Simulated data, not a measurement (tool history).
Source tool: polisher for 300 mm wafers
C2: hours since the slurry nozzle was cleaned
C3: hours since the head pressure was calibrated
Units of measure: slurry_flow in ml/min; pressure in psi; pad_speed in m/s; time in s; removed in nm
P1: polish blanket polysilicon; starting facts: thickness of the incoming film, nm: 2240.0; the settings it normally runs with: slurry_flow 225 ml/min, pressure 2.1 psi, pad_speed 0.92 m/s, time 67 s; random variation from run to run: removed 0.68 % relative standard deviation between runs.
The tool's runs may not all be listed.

run 1 day=0.458 | slurry_flow=225 pressure=2.1 pad_speed=0.92 time=67 | wafers_polished_on_this_pad=512 C2=126.3 C3=80.4 | removed=334.22
run 2 day=1.150 | slurry_flow=135 pressure=3.1 pad_speed=0.92 time=67 | wafers_polished_on_this_pad=732 C2=142.9 C3=97.0 | removed=452.93
run 3 day=1.654 | slurry_flow=225 pressure=2.1 pad_speed=0.92 time=105 | wafers_polished_on_this_pad=893 C2=155.0 C3=109.1 | removed=525.46
run 4 day=1.979 | slurry_flow=225 pressure=2.1 pad_speed=0.92 time=46 | wafers_polished_on_this_pad=996 C2=162.8 C3=116.9 | removed=229.60
run 5 day=2.300 | slurry_flow=225 pressure=2.1 pad_speed=0.92 time=67 | wafers_polished_on_this_pad=1098 C2=170.5 C3=124.6 | removed=333.24
run 6 day=2.738 | slurry_flow=225 pressure=2.1 pad_speed=1.26 time=67 | wafers_polished_on_this_pad=1237 C2=181.0 C3=135.1 | removed=456.07
run 7 day=3.142 | slurry_flow=225 pressure=2.1 pad_speed=0.92 time=67 | wafers_polished_on_this_pad=1366 C2=190.7 C3=144.8 | removed=338.04
run 8 day=3.550 | slurry_flow=325 pressure=2.1 pad_speed=0.92 time=67 | wafers_polished_on_this_pad=1496 C2=200.5 C3=154.6 | removed=341.89
run 9 day=3.900 | slurry_flow=145 pressure=1.4 pad_speed=0.92 time=67 | wafers_polished_on_this_pad=1607 C2=208.9 C3=163.0 | removed=209.98
run 10 day=4.417 | slurry_flow=225 pressure=2.1 pad_speed=0.92 time=67 | wafers_polished_on_this_pad=1772 C2=221.3 C3=175.4 | removed=336.60
run 11 day=4.788 | slurry_flow=225 pressure=2.1 pad_speed=0.44 time=67 | wafers_polished_on_this_pad=1890 C2=230.2 C3=184.3 | removed=160.38
run 12 day=5.312 | slurry_flow=225 pressure=2.1 pad_speed=0.92 time=67 | wafers_polished_on_this_pad=2057 C2=242.8 C3=196.9 | removed=332.39
run 13 day=5.979 | slurry_flow=135 pressure=2.1 pad_speed=0.92 time=67 | wafers_polished_on_this_pad=2269 C2=258.8 C3=212.9 | removed=306.45
run 14 day=6.375 | slurry_flow=225 pressure=2.1 pad_speed=0.92 time=67 | wafers_polished_on_this_pad=2395 C2=268.3 C3=222.4 | removed=331.45
run 15 day=6.904 | slurry_flow=225 pressure=1.0 pad_speed=0.92 time=67 | wafers_polished_on_this_pad=2563 C2=281.0 C3=235.1 | removed=158.65
run 16 day=7.221 | slurry_flow=225 pressure=2.9 pad_speed=0.92 time=67 | wafers_polished_on_this_pad=2664 C2=288.6 C3=242.7 | removed=463.95
run 17 day=7.888 | slurry_flow=225 pressure=2.1 pad_speed=0.92 time=67 | wafers_polished_on_this_pad=2876 C2=304.6 C3=258.7 | removed=333.22
run 18 day=8.362 | slurry_flow=225 pressure=2.1 pad_speed=0.92 time=67 | wafers_polished_on_this_pad=3027 C2=316.0 C3=270.1 | removed=327.94
run 19 day=8.875 | slurry_flow=225 pressure=2.1 pad_speed=0.92 time=67 | wafers_polished_on_this_pad=3190 C2=328.3 C3=282.4 | removed=328.94
run 20 day=9.371 | slurry_flow=225 pressure=2.1 pad_speed=0.92 time=67 | wafers_polished_on_this_pad=3348 C2=340.2 C3=294.3 | removed=323.60
run 21 day=10.050 | slurry_flow=225 pressure=2.1 pad_speed=0.92 time=67 | wafers_polished_on_this_pad=3564 C2=356.5 C3=310.6 | removed=316.91
-- day=10.550 worn pad replaced by a new one
run 22 day=10.612 | slurry_flow=225 pressure=2.1 pad_speed=0.92 time=67 | wafers_polished_on_this_pad=20 C2=370.0 C3=324.1 | removed=319.90
run 23 day=11.246 | slurry_flow=225 pressure=2.1 pad_speed=0.92 time=67 | wafers_polished_on_this_pad=222 C2=385.2 C3=339.3 | removed=316.29
run 24 day=11.700 | slurry_flow=225 pressure=2.1 pad_speed=0.92 time=67 | wafers_polished_on_this_pad=366 C2=396.1 C3=350.2 | removed=318.13
run 25 day=12.012 | slurry_flow=225 pressure=2.1 pad_speed=0.92 time=67 | wafers_polished_on_this_pad=465 C2=403.6 C3=357.7 | removed=318.58
run 26 day=12.662 | slurry_flow=225 pressure=2.1 pad_speed=0.92 time=67 | wafers_polished_on_this_pad=672 C2=419.2 C3=373.3 | removed=318.80
run 27 day=13.338 | slurry_flow=225 pressure=2.1 pad_speed=0.92 time=67 | wafers_polished_on_this_pad=887 C2=435.4 C3=389.5 | removed=316.72

The output of P1 has drifted from where it used to be. Each of the 2 causes below, taken at the size shown beside it, accounts for the log equally well:
A: head's pressure below its setpoint, % = 4.96
B: slurry flow missing at the pad, % = 30.3
Creep in the process output first set in at about day 7.888.
Other possible causes, and why each is ruled out:
removal rate lost through wear of the pad, %: maintenance at day 10.550, after the shift began, did not return the process to its former output

The list below offers 4 check runs, each averaging the results of 3 wafers, and shows each result as a question mark. For which of them would the listed causes give clearly different results?
run check 1 day=14.012 | slurry_flow=225 pressure=1.3 pad_speed=0.64 time=67 | removed=?
run check 2 day=14.012 | slurry_flow=135 pressure=1.0 pad_speed=0.92 time=67 | removed=?
run check 3 day=14.012 | slurry_flow=225 pressure=2.5 pad_speed=0.92 time=67 | removed=?
run check 4 day=14.012 | slurry_flow=225 pressure=1.4 pad_speed=0.92 time=67 | removed=?

How each check would come out, cause by cause:
check=check_1 result=removed if_A=136.71 if_B=136.72
check=check_2 result=removed if_A=139.91 if_B=135.74
check=check_3 result=removed if_A=377.93 if_B=377.95
check=check_4 result=removed if_A=211.64 if_B=211.65
Per check, the gap between the least separated pair of causes, taken in the result that splits them most: check 1 0.01 %; check 2 3.03 %; check 3 0.01 %; check 4 0.01 %
The other checks would show nearly matching results whichever cause is true, so check 2 is the only one that separates the causes.

Running check 2 produced the following: removed 135.03 nm. Which one of the listed causes fits?

The cause is B: slurry flow missing at the pad, %.

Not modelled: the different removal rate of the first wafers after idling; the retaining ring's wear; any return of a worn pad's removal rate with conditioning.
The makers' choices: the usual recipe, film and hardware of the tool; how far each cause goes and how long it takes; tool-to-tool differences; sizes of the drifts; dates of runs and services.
